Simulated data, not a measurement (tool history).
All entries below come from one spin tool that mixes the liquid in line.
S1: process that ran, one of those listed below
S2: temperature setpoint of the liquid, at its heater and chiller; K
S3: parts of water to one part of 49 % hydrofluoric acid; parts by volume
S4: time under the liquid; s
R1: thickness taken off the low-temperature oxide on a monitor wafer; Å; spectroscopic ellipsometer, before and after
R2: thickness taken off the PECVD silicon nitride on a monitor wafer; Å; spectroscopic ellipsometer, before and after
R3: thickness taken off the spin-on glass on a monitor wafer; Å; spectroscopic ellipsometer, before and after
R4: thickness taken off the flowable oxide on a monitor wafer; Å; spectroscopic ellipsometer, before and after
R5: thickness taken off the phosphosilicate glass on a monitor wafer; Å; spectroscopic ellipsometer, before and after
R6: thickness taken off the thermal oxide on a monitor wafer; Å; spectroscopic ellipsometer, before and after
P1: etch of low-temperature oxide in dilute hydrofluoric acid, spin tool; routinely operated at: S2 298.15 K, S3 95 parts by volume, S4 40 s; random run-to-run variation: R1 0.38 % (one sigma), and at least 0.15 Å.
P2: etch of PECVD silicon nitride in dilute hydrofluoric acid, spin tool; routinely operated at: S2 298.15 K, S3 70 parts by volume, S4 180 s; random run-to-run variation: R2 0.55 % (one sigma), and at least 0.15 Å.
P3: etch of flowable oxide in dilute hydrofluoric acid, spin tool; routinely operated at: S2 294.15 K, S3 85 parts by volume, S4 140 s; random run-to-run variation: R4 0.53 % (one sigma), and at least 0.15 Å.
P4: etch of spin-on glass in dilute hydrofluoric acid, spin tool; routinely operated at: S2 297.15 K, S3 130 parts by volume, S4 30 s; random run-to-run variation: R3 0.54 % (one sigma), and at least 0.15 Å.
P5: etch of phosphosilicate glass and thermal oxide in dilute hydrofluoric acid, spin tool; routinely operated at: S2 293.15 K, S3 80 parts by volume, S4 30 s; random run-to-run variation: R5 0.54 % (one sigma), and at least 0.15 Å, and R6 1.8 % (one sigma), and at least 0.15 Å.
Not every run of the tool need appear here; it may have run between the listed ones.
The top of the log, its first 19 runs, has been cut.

run 20 hour=255.5 | S1=P1 S2=298.15 S3=95 S4=75 | R1=300.170
run 21 hour=269.6 | S1=P4 S2=297.15 S3=130 S4=55 | R3=200.850
run 22 hour=283.2 | S1=P1 S2=298.15 S3=20 S4=65 | R1=1354.400
run 23 hour=296.8 | S1=P1 S2=298.15 S3=145 S4=40 | R1=97.547
run 24 hour=308.1 | S1=P1 S2=290.65 S3=165 S4=40 | R1=62.937
run 25 hour=317.1 | S1=P5 S2=293.15 S3=40 S4=30 | R5=1082.20 R6=31.9110
run 26 hour=330.6 | S1=P3 S2=298.15 S3=85 S4=140 | R4=648.42
run 27 hour=345.8 | S1=P3 S2=294.15 S3=85 S4=140 | R4=550.95

For run 28, what comes out?
run 28 hour=362.7 | S1=P1 S2=298.15 S3=95 S4=40 | R1=?

Run 28 gave R1 157.770 Å.
